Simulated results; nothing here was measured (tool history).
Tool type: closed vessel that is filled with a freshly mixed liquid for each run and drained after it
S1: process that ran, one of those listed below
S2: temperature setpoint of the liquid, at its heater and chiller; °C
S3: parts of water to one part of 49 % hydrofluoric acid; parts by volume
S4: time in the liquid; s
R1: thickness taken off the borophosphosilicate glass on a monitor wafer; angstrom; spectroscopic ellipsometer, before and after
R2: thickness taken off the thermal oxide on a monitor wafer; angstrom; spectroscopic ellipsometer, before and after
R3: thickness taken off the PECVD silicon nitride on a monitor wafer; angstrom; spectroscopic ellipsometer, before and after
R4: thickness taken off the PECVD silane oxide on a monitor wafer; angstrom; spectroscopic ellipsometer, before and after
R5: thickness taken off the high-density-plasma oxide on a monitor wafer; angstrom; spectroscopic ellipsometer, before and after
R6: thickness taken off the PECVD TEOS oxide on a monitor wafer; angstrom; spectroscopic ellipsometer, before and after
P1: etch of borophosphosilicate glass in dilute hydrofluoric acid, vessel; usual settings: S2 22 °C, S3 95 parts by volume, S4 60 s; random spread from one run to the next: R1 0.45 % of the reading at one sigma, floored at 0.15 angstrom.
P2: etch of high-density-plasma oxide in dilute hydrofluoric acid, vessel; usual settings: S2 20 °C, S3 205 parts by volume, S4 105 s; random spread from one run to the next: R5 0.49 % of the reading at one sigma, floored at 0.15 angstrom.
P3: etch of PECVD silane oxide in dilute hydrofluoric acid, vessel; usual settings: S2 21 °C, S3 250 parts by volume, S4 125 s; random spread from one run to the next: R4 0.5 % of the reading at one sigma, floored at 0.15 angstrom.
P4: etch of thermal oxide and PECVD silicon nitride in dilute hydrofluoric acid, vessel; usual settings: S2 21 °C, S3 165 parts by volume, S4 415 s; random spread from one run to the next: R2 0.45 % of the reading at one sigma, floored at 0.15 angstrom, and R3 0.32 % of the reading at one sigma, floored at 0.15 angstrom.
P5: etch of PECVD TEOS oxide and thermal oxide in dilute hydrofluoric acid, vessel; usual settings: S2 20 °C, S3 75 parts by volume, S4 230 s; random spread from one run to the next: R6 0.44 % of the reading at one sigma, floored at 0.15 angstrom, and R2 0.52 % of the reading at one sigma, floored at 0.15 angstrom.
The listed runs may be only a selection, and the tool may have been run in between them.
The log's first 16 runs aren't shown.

run,hour,S1,S2,S3,S4,R1,R2,R3,R4,R5,R6
17,154.8,P1,18,95,115,271.06,,,,,
18,162.7,P2,20,205,105,,,,,43.307,
19,174,P3,21,250,125,,,,192.87,,
20,180.4,P1,22,95,60,168.03,,,,,
21,189.9,P1,22,95,60,168,,,,,
22,200.4,P5,20,75,40,,22.791,,,,70.063
23,207.9,P1,22,95,60,168.09,,,,,
24,216.4,P4,28,165,415,,133.18,124.76,,,
25,223,P1,28.5,95,60,215.64,,,,,
26,234.7,P2,17,205,105,,,,,38.33,
27,246.4,P5,20,75,230,,131.83,,,,403.05
28,256.8,P1,22,95,60,168.68,,,,,

For run 29, what comes out?
29,268.8,P1,27.5,95,30,?,,,,,

{"run 29": {"R1": 103.43}}
